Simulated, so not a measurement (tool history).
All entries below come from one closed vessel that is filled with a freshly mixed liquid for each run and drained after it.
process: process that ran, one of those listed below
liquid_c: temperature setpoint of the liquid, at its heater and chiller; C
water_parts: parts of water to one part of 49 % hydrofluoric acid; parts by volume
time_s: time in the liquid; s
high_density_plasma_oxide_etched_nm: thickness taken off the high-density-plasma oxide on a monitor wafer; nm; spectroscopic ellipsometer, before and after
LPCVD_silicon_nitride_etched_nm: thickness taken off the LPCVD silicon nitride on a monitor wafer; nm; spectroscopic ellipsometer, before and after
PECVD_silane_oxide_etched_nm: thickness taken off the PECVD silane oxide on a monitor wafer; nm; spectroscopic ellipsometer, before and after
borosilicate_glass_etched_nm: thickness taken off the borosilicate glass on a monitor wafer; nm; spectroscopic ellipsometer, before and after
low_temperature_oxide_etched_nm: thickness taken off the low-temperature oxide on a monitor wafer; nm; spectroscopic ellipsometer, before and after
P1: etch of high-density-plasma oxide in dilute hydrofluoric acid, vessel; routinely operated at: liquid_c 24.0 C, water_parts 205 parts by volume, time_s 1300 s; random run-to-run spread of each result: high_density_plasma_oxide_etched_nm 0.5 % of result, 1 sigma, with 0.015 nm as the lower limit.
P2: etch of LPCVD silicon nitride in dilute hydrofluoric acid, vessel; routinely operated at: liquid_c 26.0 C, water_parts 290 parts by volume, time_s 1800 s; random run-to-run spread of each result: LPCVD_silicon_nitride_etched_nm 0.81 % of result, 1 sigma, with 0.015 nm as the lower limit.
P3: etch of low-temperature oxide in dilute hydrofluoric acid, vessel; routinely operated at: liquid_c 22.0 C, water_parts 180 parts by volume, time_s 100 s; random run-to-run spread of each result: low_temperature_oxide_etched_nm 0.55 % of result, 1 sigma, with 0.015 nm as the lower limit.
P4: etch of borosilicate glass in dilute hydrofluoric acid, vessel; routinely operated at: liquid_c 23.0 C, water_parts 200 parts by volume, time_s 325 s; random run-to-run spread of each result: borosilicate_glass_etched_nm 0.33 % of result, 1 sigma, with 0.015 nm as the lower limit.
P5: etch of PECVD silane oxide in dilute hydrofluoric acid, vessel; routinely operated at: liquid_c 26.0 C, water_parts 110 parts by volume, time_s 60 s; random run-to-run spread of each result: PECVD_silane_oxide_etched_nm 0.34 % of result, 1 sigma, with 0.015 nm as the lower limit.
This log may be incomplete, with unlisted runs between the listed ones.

run   hour  process  liquid_c  water_parts  time_s  hours since the thermometer was replaced  hours since the hydrofluoric acid flow meter was replaced  high_density_plasma_oxide_etched_nm  LPCVD_silicon_nitride_etched_nm  PECVD_silane_oxide_etched_nm  borosilicate_glass_etched_nm  low_temperature_oxide_etched_nm
  1    8.2       P1      24.0          205    1300                                     829.1                                                      779.6                               31.121
  2   13.8       P1      18.0          280    1300                                     834.7                                                      785.2                               17.094
  3   22.5       P2      26.0          290    1800                                     843.4                                                      793.9                                                               3.30700
  4   30.6       P1      24.0          205    2530                                     851.5                                                      802.0                               60.505
  5   38.8       P5      26.0          195      60                                     859.7                                                      810.2                                                                                              10.513
  6   47.6       P4      23.0          200     325                                     868.5                                                      819.0                                                                                                                            50.213
  7   53.7       P4      23.0          100     325                                     874.6                                                      825.1                                                                                                                           112.220
  8   64.3       P1      24.0          205    1300                                     885.2                                                      835.7                               31.055
  9   73.3       P1      24.0          130    1300                                     894.2                                                      844.7                               53.191
 10   80.3       P1      24.0          350    1300                                     901.2                                                      851.7                               15.792
 11   89.6       P1      17.0          205    1300                                     910.5                                                      861.0                               23.485
 12  100.8       P2      26.0          290     450                                     921.7                                                      872.2                                                               0.80175
 13  111.9       P1      17.0          205     715                                     932.8                                                      883.3                               13.040
 14  118.5       P3      29.5          180     100                                     939.4                                                      889.9                                                                                                                                                             17.672
 15  128.7       P1      24.0          205    1300                                     949.6                                                      900.1                               31.118
 16  134.8       P4      17.0          200     325                                     955.7                                                      906.2                                                                                                                            39.998
 17  145.7       P3      22.0           90     100                                     966.6                                                      917.1                                                                                                                                                             29.972
 18  153.1       P1      30.5          205    1300                                     974.0                                                      924.5                               39.189
 19  163.5       P3      22.0          180     180                                     984.4                                                      934.9                                                                                                                                                             24.361
 20  171.8       P5      26.0          110      35                                     992.7                                                      943.2                                                                                              12.005
 21  183.3       P5      26.0          110      60                                    1004.2                                                      954.7                                                                                              20.542
 22  188.6       P2      34.0          290    1800                                    1009.5                                                      960.0                                                               5.19070
 23  194.3       P2      26.0          140    1800                                    1015.2                                                      965.7                                                               6.71540
 24  205.2       P3      22.0          180     100                                    1026.1                                                      976.6                                                                                                                                                             13.510
 25  210.7       P5      34.0          110      60                                    1031.6                                                      982.1                                                                                              27.608
 26  218.4       P1      31.0          340    1300                                    1039.3                                                      989.8                               20.749
 27  228.1       P3      22.0          180     100                                    1049.0                                                      999.5                                                                                                                                                             13.337
 28  238.4       P4      23.0          200     640                                    1059.3                                                     1009.8                                                                                                                            99.234

What will run 29 give?
 29  249.3       P1      24.0          205    1300                                    1070.2                                                     1020.7                                    ?

high_density_plasma_oxide_etched_nm: 30.986 nm

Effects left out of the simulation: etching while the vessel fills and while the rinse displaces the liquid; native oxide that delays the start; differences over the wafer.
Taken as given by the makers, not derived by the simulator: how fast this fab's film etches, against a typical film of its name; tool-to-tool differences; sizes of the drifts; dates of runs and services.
